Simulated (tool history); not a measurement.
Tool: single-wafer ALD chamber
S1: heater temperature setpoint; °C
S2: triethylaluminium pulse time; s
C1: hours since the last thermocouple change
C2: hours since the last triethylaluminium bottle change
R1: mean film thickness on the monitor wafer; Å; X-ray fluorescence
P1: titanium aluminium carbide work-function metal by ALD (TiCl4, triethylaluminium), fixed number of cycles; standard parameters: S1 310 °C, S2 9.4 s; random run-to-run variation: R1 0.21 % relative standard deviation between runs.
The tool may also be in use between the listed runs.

run   hour   S1     S2      C1      C2      R1
  1   11.6  310    9.4  1279.8  1333.2  20.743
  2   22.8  335    9.4    1291  1344.4  22.869
  3   33.8  287   5.19    1302  1355.4  16.207
  4   45.7  300  14.08  1313.9  1367.3  20.534
  5   51.3  310    9.4  1319.5  1372.9  20.687
  6   60.2  310    9.4  1328.4  1381.8  20.693
      61.9  -- thermocouple changed; heater temperature recalibrated
  7   71.1  310    9.4     9.2  1392.7  20.694
  8   81.1  310   4.66    19.2  1402.7   17.22
  9   90.5  310  13.35    28.6  1412.1  21.326
 10  100.4  297  13.98    38.5    1422  20.224
 11  108.1  287    9.4    46.2  1429.7  18.734
 12  115.1  310    9.4    53.2  1436.7  20.714
 13  122.8  310    9.4    60.9  1444.4  20.688
 14  134.2  310    9.4    72.3  1455.8  20.725
 15  144.5  310    9.4    82.6  1466.1  20.495
 16  149.7  310    9.4    87.8  1471.3  20.481
 17  159.8  310    9.4    97.9  1481.4  20.365
 18  169.5  310    9.4   107.6  1491.1  20.265
 19  180.1  310    9.4   118.2  1501.7  20.224
 20  187.4  310    9.4   125.5    1509  20.349
 21  194.6  310    9.4   132.7  1516.2  20.278

P1 has crept away from where it was. The log is fitted equally well by each of these 2 causes, at the sizes shown:
A: triethylaluminium dose below that of a fresh bottle (%) = 12.9
B: wafer temperature below the value expected at the setpoint (K) = 5.06
The drift started at roughly hour 134.2.

4 check runs are offered, one wafer each, their results left as question marks. Which one tells the causes apart?
check 1  201.8  288  9.4           ?
check 2  201.8  333  9.4           ?
check 3  201.8  334  9.4           ?
check 4  201.8  324  5.2           ?

Check results expected under each cause:
  check  result    if A    if B
check 1      R1  18.415  18.382
check 2      R1  22.242  22.276
check 3      R1  22.328  22.364
check 4      R1  18.035  18.639
Per check, the gap between the least separated pair of causes, taken in the result that splits them most: check 1 0.18 %; check 2 0.15 %; check 3 0.16 %; check 4 3.29 %
The causes can be told apart only by check 4. The other checks would give nearly the same results under each of them.

Here is what check 4 returned: R1 18.037 Å. Which cause is it?

It is A: triethylaluminium dose below that of a fresh bottle (%).
